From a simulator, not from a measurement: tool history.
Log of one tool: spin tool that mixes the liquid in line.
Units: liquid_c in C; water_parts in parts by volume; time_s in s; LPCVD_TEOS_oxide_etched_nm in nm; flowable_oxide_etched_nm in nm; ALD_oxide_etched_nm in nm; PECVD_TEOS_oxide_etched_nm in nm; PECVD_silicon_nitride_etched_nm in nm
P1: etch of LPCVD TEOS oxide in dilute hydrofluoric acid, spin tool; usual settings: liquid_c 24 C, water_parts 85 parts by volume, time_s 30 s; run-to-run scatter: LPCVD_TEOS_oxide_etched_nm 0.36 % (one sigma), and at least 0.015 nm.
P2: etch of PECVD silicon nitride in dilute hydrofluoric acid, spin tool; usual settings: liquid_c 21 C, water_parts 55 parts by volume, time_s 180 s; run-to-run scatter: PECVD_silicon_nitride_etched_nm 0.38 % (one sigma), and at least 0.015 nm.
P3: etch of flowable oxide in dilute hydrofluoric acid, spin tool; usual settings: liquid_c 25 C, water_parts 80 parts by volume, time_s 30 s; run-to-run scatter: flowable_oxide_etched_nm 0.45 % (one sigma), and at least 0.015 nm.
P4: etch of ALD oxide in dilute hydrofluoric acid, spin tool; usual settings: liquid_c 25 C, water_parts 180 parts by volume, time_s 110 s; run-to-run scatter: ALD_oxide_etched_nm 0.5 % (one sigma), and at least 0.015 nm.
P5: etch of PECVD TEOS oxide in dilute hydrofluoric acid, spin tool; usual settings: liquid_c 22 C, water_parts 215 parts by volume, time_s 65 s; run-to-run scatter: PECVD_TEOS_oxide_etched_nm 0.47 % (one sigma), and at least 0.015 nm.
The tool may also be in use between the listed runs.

run     day  process  liquid_c  water_parts  time_s  hours since the thermometer was replaced  hours since the hydrofluoric acid flow meter was replaced  LPCVD_TEOS_oxide_etched_nm  flowable_oxide_etched_nm  ALD_oxide_etched_nm  PECVD_TEOS_oxide_etched_nm  PECVD_silicon_nitride_etched_nm
  1   0.279       P1        24           85      30                                     308.8                                                        226                      20.249
  2   0.454       P3        25           80      30                                       313                                                      230.2                                                25.358
  3   0.754       P3      20.5           80      30                                     320.2                                                      237.4                                                21.247
  4   0.929       P1        24           35      15                                     324.4                                                      241.6                      26.473
  5   1.204       P4        25          180     215                                       331                                                      248.2                                                                      15.83
  6   1.446       P1      17.5           85      30                                     336.8                                                        254                      15.658
  7   1.712       P4      33.5          180     110                                     343.2                                                      260.4                                                                     11.014
  8   2.017       P1        24           85      30                                     350.5                                                      267.7                      20.302
  9   2.375       P1        24           85      30                                     359.1                                                      276.3                      20.248
 10   2.629       P3        25           80      30                                     365.2                                                      282.4                                                25.412
 11   2.925       P5        22           35      65                                     372.3                                                      289.5                                                                                                  38.26
 12   3.121       P2        21           55      20                                       377                                                      294.2                                                                                                                                  1.6657
 13   3.358       P2        21           55     180                                     382.7                                                      299.9                                                                                                                                  14.857
 14   3.629       P2        21           55     180                                     389.2                                                      306.4                                                                                                                                   14.93
 15   3.854       P5        22          215     105                                     394.6                                                      311.8                                                                                                 8.2282
 16   4.204       P2      28.5           55     180                                       403                                                      320.2                                                                                                                                  24.712
 17     4.4       P3        25           80      60                                     407.7                                                      324.9                                                50.431
 18   4.671       P1        24           50      30                                     414.2                                                      331.4                       36.34
 19   5.004       P5        22          215      65                                     422.2                                                      339.4                                                                                                  5.066
 20   5.338       P1        24           85      30                                     430.2                                                      347.4                      20.285
 21    5.65       P1      18.5           85      60                                     437.7                                                      354.9                      32.425
 22   5.825       P5        17          215      65                                     441.9                                                      359.1                                                                                                 4.1765
 23   6.075       P4        25          180     110                                     447.9                                                      365.1                                                                     8.1793
 24   6.367       P3        25           20      30                                     454.9                                                      372.1                                                110.27
 25   6.562       P2        21           95     180                                     459.6                                                      376.8                                                                                                                                  8.6944
 26   6.729       P5        22          215      65                                     463.6                                                      380.8                                                                                                 5.0972
 27   7.067       P1        31           85      30                                     471.7                                                      388.9                      26.547
 28   7.254       P1        24          125      30                                     476.2                                                      393.4                      13.202
 29   7.442       P1        24           85      55                                     480.7                                                      397.9                      37.393
 30   7.754       P1        24           85      30                                     488.2                                                      405.4                      20.329
 31   7.921       P1        24           85      15                                     492.2                                                      409.4                      10.231
 32   8.138       P1        17           55      30                                     497.4                                                      414.6                      24.335
 33   8.417       P4        25           95     110                                     504.1                                                      421.3                                                                     17.105
 34   8.758       P1        24           85      30                                     512.3                                                      429.5                      20.281
 35   9.046       P1        24           85      30                                     519.2                                                      436.4                      19.979
 36   9.375       P1        24           85      30                                     527.1                                                      444.3                      19.494
 37   9.554       P1        24           85      30                                     531.4                                                      448.6                      19.468
 38   9.854       P1        24           85      30                                     538.6                                                      455.8                      19.469
 39  10.129       P1        24           85      30                                     545.2                                                      462.4                      19.164

The next listed run, before its measurement:
 40  10.446       P1        24           85      30                                     552.8                                                        470                           ?

Run 40 gave LPCVD_TEOS_oxide_etched_nm 19.174 nm.
